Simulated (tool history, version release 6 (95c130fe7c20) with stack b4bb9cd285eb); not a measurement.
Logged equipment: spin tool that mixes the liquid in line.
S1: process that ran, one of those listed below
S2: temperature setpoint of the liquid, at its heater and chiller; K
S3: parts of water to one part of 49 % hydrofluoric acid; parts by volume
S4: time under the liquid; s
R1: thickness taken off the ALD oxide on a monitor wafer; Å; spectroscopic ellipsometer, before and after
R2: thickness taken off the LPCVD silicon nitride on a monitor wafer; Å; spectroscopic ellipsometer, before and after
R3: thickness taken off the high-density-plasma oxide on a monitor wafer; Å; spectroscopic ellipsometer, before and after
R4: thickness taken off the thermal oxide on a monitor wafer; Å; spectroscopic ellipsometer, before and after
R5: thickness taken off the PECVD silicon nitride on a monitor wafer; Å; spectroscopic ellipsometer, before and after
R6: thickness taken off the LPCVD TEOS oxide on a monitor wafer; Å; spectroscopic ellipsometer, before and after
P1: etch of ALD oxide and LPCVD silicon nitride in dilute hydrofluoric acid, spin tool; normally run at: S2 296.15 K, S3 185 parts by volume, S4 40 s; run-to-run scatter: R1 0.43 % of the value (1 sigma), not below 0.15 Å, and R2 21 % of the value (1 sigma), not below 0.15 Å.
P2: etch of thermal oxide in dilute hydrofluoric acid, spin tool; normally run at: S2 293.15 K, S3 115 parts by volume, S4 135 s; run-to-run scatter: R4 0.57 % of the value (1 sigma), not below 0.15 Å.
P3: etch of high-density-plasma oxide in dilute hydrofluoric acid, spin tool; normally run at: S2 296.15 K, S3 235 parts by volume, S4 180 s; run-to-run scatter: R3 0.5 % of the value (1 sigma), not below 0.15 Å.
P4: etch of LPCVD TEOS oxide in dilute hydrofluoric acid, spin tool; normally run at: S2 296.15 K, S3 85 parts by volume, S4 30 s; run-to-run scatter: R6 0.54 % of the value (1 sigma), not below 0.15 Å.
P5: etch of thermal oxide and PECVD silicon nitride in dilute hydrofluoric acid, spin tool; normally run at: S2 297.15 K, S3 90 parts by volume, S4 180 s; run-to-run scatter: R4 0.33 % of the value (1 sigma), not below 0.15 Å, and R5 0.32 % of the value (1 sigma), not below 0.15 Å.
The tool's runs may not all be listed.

| run | hour | S1 | S2 | S3 | S4 | R1 | R2 | R3 | R4 | R5 | R6 |
|---|---|---|---|---|---|---|---|---|---|---|---|
| 1 | 6.8 | P1 | 296.15 | 185 | 40 | 62.998 | 1.2069 |  |  |  |  |
| 2 | 14.1 | P3 | 300.65 | 235 | 180 |  |  | 60.278 |  |  |  |
| 3 | 24.4 | P5 | 290.15 | 90 | 180 |  |  |  | 71.799 | 62.696 |  |
| 4 | 34.6 | P4 | 300.65 | 85 | 30 |  |  |  |  |  | 165.48 |
| 5 | 43.4 | P4 | 296.15 | 45 | 30 |  |  |  |  |  | 273.56 |
| 6 | 49.8 | P1 | 296.15 | 60 | 40 | 224.2 | 3.4693 |  |  |  |  |
| 7 | 55.6 | P1 | 296.15 | 185 | 40 | 62.378 | 1.159 |  |  |  |  |
| 8 | 62.1 | P1 | 302.15 | 290 | 40 | 44.301 | 0.81681 |  |  |  |  |
| 9 | 71.8 | P2 | 293.15 | 115 | 45 |  |  |  | 16.213 |  |  |
| 10 | 76.8 | P2 | 293.15 | 115 | 135 |  |  |  | 47.274 |  |  |
| 11 | 87.3 | P4 | 296.15 | 85 | 30 |  |  |  |  |  | 139.69 |
| 12 | 92.3 | P1 | 292.15 | 185 | 40 | 53.771 | 0.63978 |  |  |  |  |
| 13 | 97.4 | P1 | 296.15 | 185 | 65 | 102.11 | 2.1833 |  |  |  |  |
| 14 | 106.1 | P5 | 297.15 | 90 | 180 |  |  |  | 95.126 | 100.92 |  |
| 15 | 112.6 | P4 | 296.15 | 85 | 55 |  |  |  |  |  | 254.87 |
| 16 | 121 | P3 | 296.15 | 235 | 180 |  |  | 50.844 |  |  |  |
| 17 | 131.4 | P2 | 290.15 | 115 | 135 |  |  |  | 42.327 |  |  |
| 18 | 141.9 | P4 | 296.15 | 85 | 30 |  |  |  |  |  | 137.35 |
|  | 143.9 | hydrofluoric acid flow meter replaced |
| 19 | 147.4 | P2 | 293.15 | 25 | 135 |  |  |  | 244.47 |  |  |
| 20 | 154.8 | P1 | 296.15 | 185 | 40 | 63.045 | 0.95233 |  |  |  |  |
| 21 | 160.8 | P1 | 296.15 | 265 | 40 | 40.504 | 0.56038 |  |  |  |  |
| 22 | 171.2 | P1 | 296.15 | 185 | 40 | 63.101 | 0.96149 |  |  |  |  |

The next listed run, before its measurement:
| 23 | 177.3 | P5 | 297.15 | 40 | 180 |  |  |  | ? | ? |  |

Run 23 yielded R4 228.32 Å, R5 223.85 Å.

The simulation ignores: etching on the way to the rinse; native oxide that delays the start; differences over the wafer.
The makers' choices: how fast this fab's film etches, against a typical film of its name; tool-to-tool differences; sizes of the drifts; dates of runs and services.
